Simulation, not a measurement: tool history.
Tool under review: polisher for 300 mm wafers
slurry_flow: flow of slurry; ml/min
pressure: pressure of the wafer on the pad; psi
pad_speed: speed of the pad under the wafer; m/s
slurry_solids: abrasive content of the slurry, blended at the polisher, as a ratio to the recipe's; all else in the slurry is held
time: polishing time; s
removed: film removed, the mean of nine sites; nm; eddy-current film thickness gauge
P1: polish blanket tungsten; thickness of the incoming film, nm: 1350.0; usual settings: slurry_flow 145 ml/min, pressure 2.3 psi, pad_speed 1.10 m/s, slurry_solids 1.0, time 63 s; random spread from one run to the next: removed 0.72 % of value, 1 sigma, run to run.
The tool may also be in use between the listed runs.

run     day  slurry_flow  pressure  pad_speed  slurry_solids  time  wafers polished on this pad  hours since the slurry nozzle was cleaned  hours since the head pressure was calibrated  hours since the slurry blender was calibrated  hours since the slurry got fresh peroxide  removed
  1   0.329          145       2.3       1.10            1.0    63                          198                                      165.7                                         285.5                                           36.2                                       37.5  198.640
  2   0.925          145       2.3       1.10            0.5    63                          357                                      180.0                                         299.8                                           50.5                                       51.8  170.700
  3   1.496          145       2.3       1.10            1.0    46                          510                                      193.7                                         313.5                                           64.2                                       65.5  146.840
  4   1.954          145       2.3       1.10            1.0    63                          632                                      204.7                                         324.5                                           75.2                                       76.5  198.310
  5   2.288          145       2.3       1.10            1.0    63                          721                                      212.7                                         332.5                                           83.2                                       84.5  200.310
  6   2.796          145       2.3       1.10            1.4    63                          857                                      224.9                                         344.7                                           95.4                                       96.7  215.760
  7   3.279          145       3.1       1.10            1.0    39                          987                                      236.5                                         356.3                                          107.0                                      108.3  166.580
      3.408  -- head pressure recalibrated
      3.717  -- slurry nozzle cleaned
  8   3.967          145       2.3       0.50            1.0    63                         1171                                        6.1                                          13.4                                          123.5                                      124.8   90.544
  9   4.362          220       2.3       1.10            1.0    63                         1276                                       15.6                                          22.9                                          133.0                                      134.3  211.380
 10   5.050          145       3.4       1.10            1.0    63                         1460                                       32.1                                          39.4                                          149.5                                      150.8  291.740
 11   5.496          145       2.3       1.74            1.0    63                         1580                                       42.8                                          50.1                                          160.2                                      161.5  313.200
 12   5.992          145       2.3       1.10            1.0    63                         1712                                       54.7                                          62.0                                          172.1                                      173.4  199.250
 13   6.412           85       2.3       1.10            1.0    63                         1825                                       64.8                                          72.1                                          182.2                                      183.5  176.770
 14   6.988          145       2.3       1.10            1.0    63                         1978                                       78.6                                          85.9                                          196.0                                      197.3  197.600
 15   7.538          145       2.3       1.10            1.0    63                         2126                                       91.8                                          99.1                                          209.2                                      210.5  199.540
 16   8.208          145       1.4       1.10            1.0    63                         2305                                      107.9                                         115.2                                          225.3                                      226.6  120.670
 17   8.779          145       2.3       1.10            1.0    89                         2458                                      121.6                                         128.9                                          239.0                                      240.3  282.420
 18   9.188          145       2.3       1.10            1.0    63                         2567                                      131.4                                         138.7                                          248.8                                      250.1  199.090
 19   9.942          145       2.3       1.10            1.0    63                         2769                                      149.5                                         156.8                                          266.9                                      268.2  187.500
 20  10.350          145       2.3       1.10            1.0    63                         2878                                      159.3                                         166.6                                          276.7                                      278.0  186.930
     10.650  -- head pressure recalibrated
 21  10.842          145       2.3       1.10            1.0    63                         3009                                      171.1                                           4.6                                          288.5                                      289.8  184.040
     11.188  -- slurry blender recalibrated
     11.196  -- worn pad replaced by a new one
 22  11.442          145       2.3       1.10            1.0    63                           65                                      185.5                                          19.0                                            6.1                                      304.2  180.280
 23  12.183          145       2.3       1.10            1.0    63                          264                                      203.3                                          36.8                                           23.9                                      322.0  180.310
 24  12.846          145       2.3       1.10            1.0    63                          441                                      219.2                                          52.7                                           39.8                                      337.9  177.680

Compared with where it was, what P1 gives has crept away. Each cause listed below fits the log as well as the rest, at the size given for it:
A: slurry flow missing at the pad, % = 37.3
B: peroxide lost from the slurry, % = 23.3
The gradual shift began around day 9.188.
Each remaining cause and why it is not a fit:
removal rate lost through wear of the pad, %: serviced at day 11.196, after the drift had started, without restoring the earlier output
head's pressure below its setpoint, %: serviced at day 10.650, after the drift had started, without restoring the earlier output
abrasive missing from the slurry, %: serviced at day 11.188, after the drift had started, without restoring the earlier output

The check runs listed below each take one wafer, and their results are still question marks. Under which run would the listed causes lead to clearly different results?
check 1  13.508          145       2.3       1.60            0.6    63                                                                                                                                                                                                                        ?
check 2  13.508          145       2.3       0.50            1.0    63                                                                                                                                                                                                                        ?
check 3  13.508          145       3.4       1.10            0.6    63                                                                                                                                                                                                                        ?
check 4  13.508           85       2.3       1.10            1.0    82                                                                                                                                                                                                                        ?

Outcome of each check run for each possible cause:
  check   result     if A     if B
check 1  removed  231.400  231.370
check 2  removed   81.351   81.338
check 3  removed  235.180  235.140
check 4  removed  193.960  206.000
Separation of the two closest causes in each check, using whichever result separates them best: check 1 0.02 %; check 2 0.02 %; check 3 0.02 %; check 4 6.02 %
Of the check runs offered, only check 4 discriminates between the causes; the rest would read about the same regardless of which cause applies.

The results of check 4 are: removed 207.510 nm. Based on these, which of the listed causes is it?

The correct cause is B, namely: peroxide lost from the slurry, %.
